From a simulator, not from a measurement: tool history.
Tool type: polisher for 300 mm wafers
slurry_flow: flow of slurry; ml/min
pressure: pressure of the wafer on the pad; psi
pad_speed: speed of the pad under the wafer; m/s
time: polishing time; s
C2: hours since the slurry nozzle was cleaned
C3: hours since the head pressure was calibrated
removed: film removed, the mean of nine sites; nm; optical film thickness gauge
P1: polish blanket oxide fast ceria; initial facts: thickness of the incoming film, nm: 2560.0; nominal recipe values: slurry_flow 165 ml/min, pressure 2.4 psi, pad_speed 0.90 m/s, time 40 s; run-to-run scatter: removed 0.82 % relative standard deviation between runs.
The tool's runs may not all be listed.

run 1 hour=4.2 | slurry_flow=165 pressure=2.4 pad_speed=0.90 time=40 | wafers_polished_on_this_pad=143 C2=175.6 C3=162.5 | removed=418.87
run 2 hour=7.0 | slurry_flow=255 pressure=2.4 pad_speed=0.90 time=40 | wafers_polished_on_this_pad=193 C2=178.4 C3=165.3 | removed=441.25
run 3 hour=10.7 | slurry_flow=100 pressure=2.4 pad_speed=1.38 time=40 | wafers_polished_on_this_pad=258 C2=182.1 C3=169.0 | removed=587.63
run 4 hour=14.5 | slurry_flow=165 pressure=2.4 pad_speed=1.38 time=40 | wafers_polished_on_this_pad=326 C2=185.9 C3=172.8 | removed=640.82
run 5 hour=17.0 | slurry_flow=100 pressure=2.4 pad_speed=0.90 time=40 | wafers_polished_on_this_pad=370 C2=188.4 C3=175.3 | removed=374.80
run 6 hour=19.6 | slurry_flow=165 pressure=2.4 pad_speed=0.90 time=40 | wafers_polished_on_this_pad=416 C2=191.0 C3=177.9 | removed=417.53
run 7 hour=23.0 | slurry_flow=165 pressure=2.4 pad_speed=0.90 time=40 | wafers_polished_on_this_pad=477 C2=194.4 C3=181.3 | removed=416.27
run 8 hour=25.4 | slurry_flow=165 pressure=3.7 pad_speed=0.90 time=40 | wafers_polished_on_this_pad=519 C2=196.8 C3=183.7 | removed=650.09
run 9 hour=29.4 | slurry_flow=165 pressure=2.4 pad_speed=0.90 time=27 | wafers_polished_on_this_pad=590 C2=200.8 C3=187.7 | removed=283.35
run 10 hour=31.8 | slurry_flow=165 pressure=2.4 pad_speed=0.60 time=58 | wafers_polished_on_this_pad=633 C2=203.2 C3=190.1 | removed=399.85
run 11 hour=34.8 | slurry_flow=165 pressure=2.4 pad_speed=0.90 time=40 | wafers_polished_on_this_pad=686 C2=206.2 C3=193.1 | removed=422.11
run 12 hour=37.6 | slurry_flow=165 pressure=1.1 pad_speed=0.90 time=40 | wafers_polished_on_this_pad=736 C2=209.0 C3=195.9 | removed=190.49
run 13 hour=41.5 | slurry_flow=165 pressure=2.4 pad_speed=0.90 time=63 | wafers_polished_on_this_pad=805 C2=212.9 C3=199.8 | removed=655.51
run 14 hour=44.1 | slurry_flow=165 pressure=2.4 pad_speed=0.90 time=40 | wafers_polished_on_this_pad=852 C2=215.5 C3=202.4 | removed=419.19
run 15 hour=46.4 | slurry_flow=165 pressure=2.4 pad_speed=0.40 time=40 | wafers_polished_on_this_pad=892 C2=217.8 C3=204.7 | removed=186.44
run 16 hour=49.4 | slurry_flow=165 pressure=2.4 pad_speed=0.90 time=40 | wafers_polished_on_this_pad=946 C2=220.8 C3=207.7 | removed=418.39
run 17 hour=51.9 | slurry_flow=165 pressure=2.4 pad_speed=0.90 time=40 | wafers_polished_on_this_pad=990 C2=223.3 C3=210.2 | removed=410.50
run 18 hour=55.9 | slurry_flow=165 pressure=2.4 pad_speed=0.90 time=40 | wafers_polished_on_this_pad=1061 C2=227.3 C3=214.2 | removed=396.82
run 19 hour=59.1 | slurry_flow=165 pressure=2.4 pad_speed=0.90 time=40 | wafers_polished_on_this_pad=1118 C2=230.5 C3=217.4 | removed=394.08
run 20 hour=62.4 | slurry_flow=165 pressure=2.4 pad_speed=0.90 time=40 | wafers_polished_on_this_pad=1177 C2=233.8 C3=220.7 | removed=379.46
-- hour=64.9 worn pad replaced by a new one
run 21 hour=65.3 | slurry_flow=165 pressure=2.4 pad_speed=0.90 time=40 | wafers_polished_on_this_pad=8 C2=236.7 C3=223.6 | removed=379.81
run 22 hour=69.2 | slurry_flow=165 pressure=2.4 pad_speed=0.90 time=40 | wafers_polished_on_this_pad=77 C2=240.6 C3=227.5 | removed=385.75
run 23 hour=73.3 | slurry_flow=165 pressure=2.4 pad_speed=0.90 time=40 | wafers_polished_on_this_pad=150 C2=244.7 C3=231.6 | removed=379.11
run 24 hour=77.5 | slurry_flow=165 pressure=2.4 pad_speed=0.90 time=40 | wafers_polished_on_this_pad=224 C2=248.9 C3=235.8 | removed=381.88
run 25 hour=80.6 | slurry_flow=165 pressure=2.4 pad_speed=0.90 time=40 | wafers_polished_on_this_pad=280 C2=252.0 C3=238.9 | removed=376.64

P1 has crept away from where it was. The log is fitted equally well by each of these 2 causes, at the sizes shown:
A: head's pressure below its setpoint, % = 9.42
B: slurry flow missing at the pad, % = 39
The drift started at roughly hour 49.4.
What rules out each remaining cause:
removal rate lost through wear of the pad, %: serviced after onset, at hour 64.9, with no recovery of the prior output

Each of the check runs listed below is run on 5 wafers and reports their average, with the results left as question marks. Pick the one under which the possible causes would lead to clearly different results.
run check 1 hour=83.7 | slurry_flow=165 pressure=1.2 pad_speed=0.46 time=40 | removed=?
run check 2 hour=83.7 | slurry_flow=165 pressure=1.7 pad_speed=0.90 time=32 | removed=?
run check 3 hour=83.7 | slurry_flow=165 pressure=3.1 pad_speed=0.90 time=40 | removed=?
run check 4 hour=83.7 | slurry_flow=245 pressure=1.2 pad_speed=0.90 time=40 | removed=?

What each check would give under each cause:
check=check_1 result=removed if_A=96.858 if_B=96.848
check=check_2 result=removed if_A=214.770 if_B=214.750
check=check_3 result=removed if_A=489.550 if_B=489.500
check=check_4 result=removed if_A=199.690 if_B=205.800
Gap, in per cent, between the two causes that each check separates least, read from the result that separates them most: check 1 0.01 %; check 2 0.01 %; check 3 0.01 %; check 4 3.01 %
The other checks would show nearly matching results whichever cause is true, so check 4 is the only one that separates the causes.

Check 4 was carried out, with these results: removed 198.860 nm. Which of the listed causes is responsible?

The cause is A: head's pressure below its setpoint, %.

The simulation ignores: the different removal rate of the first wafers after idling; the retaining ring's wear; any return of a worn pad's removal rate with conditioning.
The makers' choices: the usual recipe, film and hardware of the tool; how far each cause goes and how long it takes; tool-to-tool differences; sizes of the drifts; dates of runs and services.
